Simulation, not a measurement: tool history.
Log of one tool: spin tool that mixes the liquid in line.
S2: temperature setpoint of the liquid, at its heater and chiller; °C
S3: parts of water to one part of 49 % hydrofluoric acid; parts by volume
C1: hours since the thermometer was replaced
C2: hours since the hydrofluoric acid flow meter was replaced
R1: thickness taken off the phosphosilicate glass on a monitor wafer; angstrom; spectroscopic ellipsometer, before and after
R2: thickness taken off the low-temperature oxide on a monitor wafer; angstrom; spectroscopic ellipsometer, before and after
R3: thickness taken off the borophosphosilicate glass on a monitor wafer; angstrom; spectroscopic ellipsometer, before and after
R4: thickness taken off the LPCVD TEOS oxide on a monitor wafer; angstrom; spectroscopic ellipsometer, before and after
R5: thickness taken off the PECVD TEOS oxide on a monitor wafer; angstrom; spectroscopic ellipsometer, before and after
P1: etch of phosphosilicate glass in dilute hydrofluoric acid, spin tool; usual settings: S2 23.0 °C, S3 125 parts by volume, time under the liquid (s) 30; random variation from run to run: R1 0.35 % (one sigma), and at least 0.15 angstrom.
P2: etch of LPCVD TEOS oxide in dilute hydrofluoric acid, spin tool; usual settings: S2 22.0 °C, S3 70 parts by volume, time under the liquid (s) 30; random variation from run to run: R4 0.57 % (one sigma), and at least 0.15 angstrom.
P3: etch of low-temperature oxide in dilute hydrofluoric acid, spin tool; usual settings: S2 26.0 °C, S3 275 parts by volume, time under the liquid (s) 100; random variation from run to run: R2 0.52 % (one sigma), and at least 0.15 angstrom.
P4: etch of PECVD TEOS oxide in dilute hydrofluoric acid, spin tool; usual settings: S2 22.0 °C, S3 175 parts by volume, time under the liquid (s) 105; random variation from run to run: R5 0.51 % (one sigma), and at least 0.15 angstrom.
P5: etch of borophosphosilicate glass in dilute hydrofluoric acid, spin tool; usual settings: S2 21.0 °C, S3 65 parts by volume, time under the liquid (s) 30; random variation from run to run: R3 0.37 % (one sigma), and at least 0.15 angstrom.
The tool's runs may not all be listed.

run 1 hour=9.7 | process_that_ran=P1 S2=23.0 S3=125 time_under_the_liquid_(s)=30 | C1=377.6 C2=1392.1 | R1=334.78
run 2 hour=22.8 | process_that_ran=P1 S2=17.5 S3=125 time_under_the_liquid_(s)=60 | C1=390.7 C2=1405.2 | R1=537.36
run 3 hour=37.4 | process_that_ran=P3 S2=26.0 S3=275 time_under_the_liquid_(s)=100 | C1=405.3 C2=1419.8 | R2=65.043
run 4 hour=51.3 | process_that_ran=P1 S2=23.0 S3=125 time_under_the_liquid_(s)=30 | C1=419.2 C2=1433.7 | R1=333.19
run 5 hour=66.1 | process_that_ran=P5 S2=21.0 S3=65 time_under_the_liquid_(s)=15 | C1=434.0 C2=1448.5 | R3=73.760
run 6 hour=76.7 | process_that_ran=P5 S2=17.0 S3=65 time_under_the_liquid_(s)=30 | C1=444.6 C2=1459.1 | R3=124.060
run 7 hour=84.1 | process_that_ran=P2 S2=22.0 S3=115 time_under_the_liquid_(s)=30 | C1=452.0 C2=1466.5 | R4=45.483
run 8 hour=93.9 | process_that_ran=P1 S2=23.0 S3=125 time_under_the_liquid_(s)=30 | C1=461.8 C2=1476.3 | R1=335.87
run 9 hour=104.7 | process_that_ran=P1 S2=17.0 S3=125 time_under_the_liquid_(s)=30 | C1=472.6 C2=1487.1 | R1=262.66
run 10 hour=118.4 | process_that_ran=P1 S2=23.0 S3=125 time_under_the_liquid_(s)=15 | C1=486.3 C2=1500.8 | R1=168.61
run 11 hour=127.2 | process_that_ran=P4 S2=22.0 S3=70 time_under_the_liquid_(s)=105 | C1=495.1 C2=1509.6 | R5=180.7200
run 12 hour=134.4 | process_that_ran=P1 S2=23.0 S3=125 time_under_the_liquid_(s)=30 | C1=502.3 C2=1516.8 | R1=335.50
run 13 hour=142.0 | process_that_ran=P4 S2=30.5 S3=175 time_under_the_liquid_(s)=105 | C1=509.9 C2=1524.4 | R5=87.4900
run 14 hour=152.2 | process_that_ran=P4 S2=22.0 S3=175 time_under_the_liquid_(s)=15 | C1=520.1 C2=1534.6 | R5=9.1823
run 15 hour=161.6 | process_that_ran=P4 S2=22.0 S3=175 time_under_the_liquid_(s)=105 | C1=529.5 C2=1544.0 | R5=64.7710
run 16 hour=169.3 | process_that_ran=P2 S2=27.0 S3=70 time_under_the_liquid_(s)=30 | C1=537.2 C2=1551.7 | R4=96.226
run 17 hour=178.1 | process_that_ran=P3 S2=26.0 S3=490 time_under_the_liquid_(s)=100 | C1=546.0 C2=1560.5 | R2=30.230
run 18 hour=188.2 | process_that_ran=P2 S2=22.0 S3=70 time_under_the_liquid_(s)=30 | C1=556.1 C2=1570.6 | R4=79.359
run 19 hour=199.6 | process_that_ran=P2 S2=22.0 S3=70 time_under_the_liquid_(s)=15 | C1=567.5 C2=1582.0 | R4=39.634
run 20 hour=207.7 | process_that_ran=P5 S2=21.0 S3=100 time_under_the_liquid_(s)=30 | C1=575.6 C2=1590.1 | R3=91.491
run 21 hour=219.5 | process_that_ran=P1 S2=23.0 S3=205 time_under_the_liquid_(s)=30 | C1=587.4 C2=1601.9 | R1=187.13
run 22 hour=231.9 | process_that_ran=P1 S2=23.0 S3=30 time_under_the_liquid_(s)=30 | C1=599.8 C2=1614.3 | R1=1575.90
run 23 hour=241.7 | process_that_ran=P4 S2=22.0 S3=175 time_under_the_liquid_(s)=105 | C1=609.6 C2=1624.1 | R5=64.3860
run 24 hour=249.0 | process_that_ran=P1 S2=17.0 S3=35 time_under_the_liquid_(s)=30 | C1=616.9 C2=1631.4 | R1=1035.20
run 25 hour=257.2 | process_that_ran=P5 S2=21.0 S3=65 time_under_the_liquid_(s)=30 | C1=625.1 C2=1639.6 | R3=147.010
run 26 hour=268.2 | process_that_ran=P3 S2=26.0 S3=275 time_under_the_liquid_(s)=35 | C1=636.1 C2=1650.6 | R2=22.624
run 27 hour=275.8 | process_that_ran=P1 S2=23.0 S3=125 time_under_the_liquid_(s)=30 | C1=643.7 C2=1658.2 | R1=335.83
run 28 hour=287.7 | process_that_ran=P3 S2=20.5 S3=275 time_under_the_liquid_(s)=100 | C1=655.6 C2=1670.1 | R2=53.271
run 29 hour=301.9 | process_that_ran=P1 S2=23.0 S3=125 time_under_the_liquid_(s)=30 | C1=669.8 C2=1684.3 | R1=333.34
run 30 hour=311.1 | process_that_ran=P1 S2=27.5 S3=125 time_under_the_liquid_(s)=30 | C1=679.0 C2=1693.5 | R1=397.02
run 31 hour=319.2 | process_that_ran=P1 S2=23.0 S3=200 time_under_the_liquid_(s)=50 | C1=687.1 C2=1701.6 | R1=319.57
run 32 hour=333.7 | process_that_ran=P1 S2=23.0 S3=125 time_under_the_liquid_(s)=55 | C1=701.6 C2=1716.1 | R1=620.03
run 33 hour=346.8 | process_that_ran=P5 S2=21.0 S3=65 time_under_the_liquid_(s)=30 | C1=714.7 C2=1729.2 | R3=147.080
run 34 hour=361.6 | process_that_ran=P1 S2=23.0 S3=125 time_under_the_liquid_(s)=30 | C1=729.5 C2=1744.0 | R1=335.53
run 35 hour=369.9 | process_that_ran=P1 S2=23.0 S3=125 time_under_the_liquid_(s)=30 | C1=737.8 C2=1752.3 | R1=321.94
run 36 hour=376.9 | process_that_ran=P1 S2=23.0 S3=125 time_under_the_liquid_(s)=30 | C1=744.8 C2=1759.3 | R1=318.62
run 37 hour=385.5 | process_that_ran=P1 S2=23.0 S3=125 time_under_the_liquid_(s)=30 | C1=753.4 C2=1767.9 | R1=312.24
run 38 hour=397.3 | process_that_ran=P1 S2=23.0 S3=125 time_under_the_liquid_(s)=30 | C1=765.2 C2=1779.7 | R1=309.59
run 39 hour=410.3 | process_that_ran=P1 S2=23.0 S3=125 time_under_the_liquid_(s)=30 | C1=778.2 C2=1792.7 | R1=307.05
run 40 hour=423.4 | process_that_ran=P1 S2=23.0 S3=125 time_under_the_liquid_(s)=30 | C1=791.3 C2=1805.8 | R1=306.30

What P1 gives has crept away from where it was. These 2 causes fit the log equally well, each at the size given:
A: hydrofluoric acid flow below the setpoint (%) = 7.34
B: liquid colder than its thermometer reads (K) = 2.21
The creep began at about hour 361.6.

4 check runs are offered, each on 2 wafers whose results are averaged, their results left as question marks. Which one tells the causes apart?
run check 1 hour=436.5 | process_that_ran=P5 S2=21.0 S3=95 time_under_the_liquid_(s)=20 | R3=?
run check 2 hour=436.5 | process_that_ran=P4 S2=25.5 S3=175 time_under_the_liquid_(s)=35 | R5=?
run check 3 hour=436.5 | process_that_ran=P3 S2=26.0 S3=460 time_under_the_liquid_(s)=100 | R2=?
run check 4 hour=436.5 | process_that_ran=P2 S2=22.0 S3=110 time_under_the_liquid_(s)=15 | R4=?

What each check would give under each cause:
check=check_1 result=R3 if_A=59.638 if_B=59.267
check=check_2 result=R5 if_A=22.4900 if_B=22.6990
check=check_3 result=R2 if_A=29.282 if_B=30.436
check=check_4 result=R4 if_A=22.049 if_B=21.977
How far apart the two closest causes lie, in the result that separates them most: check 1 0.62 %; check 2 0.93 %; check 3 3.86 %; check 4 0.33 %
Only check 3 tells the causes apart: in the others they would give nearly the same result.

Then check 3 was run and gave: R2 29.267 angstrom. Which cause is it?

It is A: hydrofluoric acid flow below the setpoint (%).
